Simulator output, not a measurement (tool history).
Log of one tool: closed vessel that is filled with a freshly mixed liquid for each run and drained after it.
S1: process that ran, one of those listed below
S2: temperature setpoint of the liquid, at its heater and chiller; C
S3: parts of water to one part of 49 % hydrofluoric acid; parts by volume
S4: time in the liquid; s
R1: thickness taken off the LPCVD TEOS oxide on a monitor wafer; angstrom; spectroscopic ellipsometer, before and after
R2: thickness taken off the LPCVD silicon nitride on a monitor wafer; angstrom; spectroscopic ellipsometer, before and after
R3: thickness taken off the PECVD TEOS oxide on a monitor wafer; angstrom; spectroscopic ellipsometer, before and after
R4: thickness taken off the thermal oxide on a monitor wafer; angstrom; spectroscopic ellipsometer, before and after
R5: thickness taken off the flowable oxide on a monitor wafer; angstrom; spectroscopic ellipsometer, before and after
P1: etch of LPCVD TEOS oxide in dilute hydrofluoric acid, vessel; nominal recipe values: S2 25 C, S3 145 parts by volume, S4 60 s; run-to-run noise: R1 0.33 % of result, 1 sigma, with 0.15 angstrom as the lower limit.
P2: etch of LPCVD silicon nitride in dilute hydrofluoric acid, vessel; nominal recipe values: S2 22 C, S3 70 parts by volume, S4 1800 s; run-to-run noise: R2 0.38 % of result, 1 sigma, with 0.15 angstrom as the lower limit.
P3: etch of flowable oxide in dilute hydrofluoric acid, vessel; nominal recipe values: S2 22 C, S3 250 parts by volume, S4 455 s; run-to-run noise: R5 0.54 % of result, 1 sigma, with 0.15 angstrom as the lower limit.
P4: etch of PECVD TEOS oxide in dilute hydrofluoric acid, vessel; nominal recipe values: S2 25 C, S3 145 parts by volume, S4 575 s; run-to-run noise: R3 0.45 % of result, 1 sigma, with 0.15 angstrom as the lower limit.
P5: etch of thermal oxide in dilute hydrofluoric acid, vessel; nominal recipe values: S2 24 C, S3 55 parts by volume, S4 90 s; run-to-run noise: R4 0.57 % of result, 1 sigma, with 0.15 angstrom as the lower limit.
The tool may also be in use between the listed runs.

run	day	S1	S2	S3	S4	R1	R2	R3	R4	R5
1	0.304	P1	25	145	60	227.550				
2	0.638	P1	25	95	30	181.820				
3	1.142	P1	32	145	60	292.260				
4	1.654	P1	25	210	60	145.310				
5	1.971	P1	25	145	115	431.060				
6	2.454	P2	22	70	1800		106.880			
7	2.721	P1	25	145	60	225.650				
8	3.138	P4	25	145	575			461.38		
9	3.550	P5	24	55	170				149.140	
10	3.846	P5	31	55	90				103.810	
11	4.417	P3	22	250	455					473.13
12	4.871	P4	20	145	575			379.62		
13	5.417	P2	22	125	1800		60.486			
14	5.971	P1	25	145	30	112.780				
15	6.438	P1	20	255	60	94.908				
16	7.038	P4	25	205	575			303.27		
17	7.488	P3	22	250	455					476.42
18	7.800	P3	22	250	105					110.50
19	8.108	P5	24	85	90				49.244	
20	8.604	P4	25	145	575			463.03		
21	8.900	P1	25	145	60	225.940				
22	9.388	P1	25	85	60	415.320				
23	9.883	P2	22	70	3200		189.970			
# day 10.221: thermometer replaced
24	10.392	P1	25	225	30	66.168				
25	10.812	P1	25	145	60	225.810				
26	11.396	P2	17	70	1800		75.919			
27	11.975	P1	25	145	60	226.140				
28	12.454	P1	17	145	60	163.840				
# day 12.738: hydrofluoric acid flow meter replaced
29	12.796	P3	22	155	455					845.95
30	13.183	P3	18	250	455					414.43
31	13.642	P4	25	145	205			163.86		
32	14.146	P5	24	55	90				78.693	

Predict the results of run 33:
33	14.621	P1	25	145	60	?				

For run 33 the tool returned R1 227.980 angstrom.
